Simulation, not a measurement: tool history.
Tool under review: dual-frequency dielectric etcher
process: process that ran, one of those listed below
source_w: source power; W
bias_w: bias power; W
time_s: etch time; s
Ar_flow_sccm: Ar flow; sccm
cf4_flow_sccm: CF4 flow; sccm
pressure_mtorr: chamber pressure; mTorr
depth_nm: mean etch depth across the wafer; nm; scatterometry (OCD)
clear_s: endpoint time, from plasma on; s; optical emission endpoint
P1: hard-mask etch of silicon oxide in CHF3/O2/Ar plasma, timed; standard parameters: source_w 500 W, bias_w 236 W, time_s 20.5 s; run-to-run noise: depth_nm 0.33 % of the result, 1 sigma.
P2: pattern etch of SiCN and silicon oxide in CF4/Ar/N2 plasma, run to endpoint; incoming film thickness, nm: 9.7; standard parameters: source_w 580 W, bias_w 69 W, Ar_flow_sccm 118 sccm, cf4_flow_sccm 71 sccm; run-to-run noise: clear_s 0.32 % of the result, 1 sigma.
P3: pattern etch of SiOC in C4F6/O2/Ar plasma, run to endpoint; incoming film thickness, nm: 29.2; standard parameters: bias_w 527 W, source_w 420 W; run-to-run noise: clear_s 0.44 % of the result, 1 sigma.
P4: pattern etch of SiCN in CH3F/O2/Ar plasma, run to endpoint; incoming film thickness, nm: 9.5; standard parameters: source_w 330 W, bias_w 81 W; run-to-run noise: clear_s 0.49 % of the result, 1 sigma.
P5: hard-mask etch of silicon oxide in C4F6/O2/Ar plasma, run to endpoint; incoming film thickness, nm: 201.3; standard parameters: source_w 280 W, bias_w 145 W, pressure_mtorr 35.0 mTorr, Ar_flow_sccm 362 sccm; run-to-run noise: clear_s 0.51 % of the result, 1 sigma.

run   hour  process  source_w  bias_w  time_s  Ar_flow_sccm  cf4_flow_sccm  pressure_mtorr  depth_nm  clear_s
  1   14.1       P1       500     236    20.5                                                 42.767
  2   25.3       P4       330      99                                                                 24.3740
  3   36.6       P1       410     236    20.5                                                 39.666
  4   51.2       P1       500     236    20.5                                                 43.182
  5   66.1       P4       330      81                                                                 26.2630
  6   81.9       P1       500     236    20.5                                                 43.140
  7   91.1       P2       580      69                   118             57                             9.4736
  8  101.4       P3       420     376                                                                 10.4780
  9  109.5       P4       430      81                                                                 23.9790
 10  122.3       P3       540     527                                                                  8.4374
 11  130.2       P5       280     145                   362                           35.0            81.4510
 12  138.6       P2       580      69                   118             71                             9.1895
 13  154.0       P1       680     236    20.5                                                 48.490
 14  167.0       P1       500     281    20.5                                                 45.812
 15  174.8       P1       500     236    26.5                                                 55.279
 16  187.9       P3       420     527                                                                  9.2028
 17  198.5       P2       580      69                    86             71                             8.7073
 18  206.5       P5       280     145                   464                           35.0            83.5840
 19  217.4       P2       750      69                   118             71                             7.3146
 20  224.8       P5       280     145                   362                           35.0            81.2930
 21  232.4       P1       500     236    20.5                                                 42.963
 22  244.3       P5       280     116                   362                           35.0            86.8280
 23  253.1       P1       500     236    14.0                                                 29.280
 24  267.0       P1       500     182    20.5                                                 38.934
 25  277.1       P1       500     236    20.5                                                 43.014
 26  291.7       P5       390     145                   362                           35.0            71.5870
 27  303.0       P4       330      81                                                                 26.0420
 28  311.8       P1       500     177    16.5                                                 31.088
 29  319.5       P2       580      91                   118             71                             8.3153
 30  332.2       P1       500     236    20.5                                                 42.843
 31  347.7       P5       280     145                   362                           43.5            83.1760
 32  361.0       P1       500     236    20.5                                                 43.177
 33  374.0       P1       500     236    20.5                                                 43.009
 34  390.7       P1       500     236    20.5                                                 43.272
 35  403.8       P1       500     236    20.5                                                 43.224
 36  416.7       P1       500     236    20.5                                                 43.577
 37  427.9       P1       500     236    20.5                                                 43.392
 38  439.4       P1       500     236    20.5                                                 43.639
     447.1  -- wet clean of the chamber
 39  452.1       P1       500     236    20.5                                                 43.383
 40  459.6       P1       500     236    20.5                                                 43.398
 41  469.5       P1       500     236    20.5                                                 43.646
 42  483.6       P1       500     236    20.5                                                 43.701
 43  491.6       P1       500     236    20.5                                                 43.641

What P1 gives has crept off from where it sat before. The 2 causes that follow fit the log equally well, each at the size noted:
A: bias power that arrives over what is set, % = 4.75
B: source power that arrives over what is set, % = 4.54
The creep began at about hour 361.0.
What rules out each remaining cause:
chamber walls in a state that raises the etch rate, %: serviced at hour 447.1, after the drift had started, without restoring the earlier output

Each of the 4 check runs below uses one wafer; its results are left as question marks. Which run tells the causes apart?
check 1  499.6       P2       580      69                   118             71                                  ?
check 2  499.6       P5       280     145                   362                           35.0                  ?
check 3  499.6       P4       330      81                                                                       ?
check 4  499.6       P3       420     527                                                                       ?

Check results expected under each cause:
  check   result     if A     if B
check 1  clear_s   9.0273   8.8172
check 2  clear_s  80.0540  79.8170
check 3  clear_s  25.9090  25.9240
check 4  clear_s   9.0840   9.0941
Per-check spread between the two closest causes, in the result where they differ most: check 1 2.35 %; check 2 0.3 %; check 3 0.06 %; check 4 0.11 %
Only check 1 tells the causes apart: in the others they would give nearly the same result.

Then check 1 was run and gave: clear_s 9.0226 s. Which cause is it?

The correct cause is A, namely: bias power that arrives over what is set, %.

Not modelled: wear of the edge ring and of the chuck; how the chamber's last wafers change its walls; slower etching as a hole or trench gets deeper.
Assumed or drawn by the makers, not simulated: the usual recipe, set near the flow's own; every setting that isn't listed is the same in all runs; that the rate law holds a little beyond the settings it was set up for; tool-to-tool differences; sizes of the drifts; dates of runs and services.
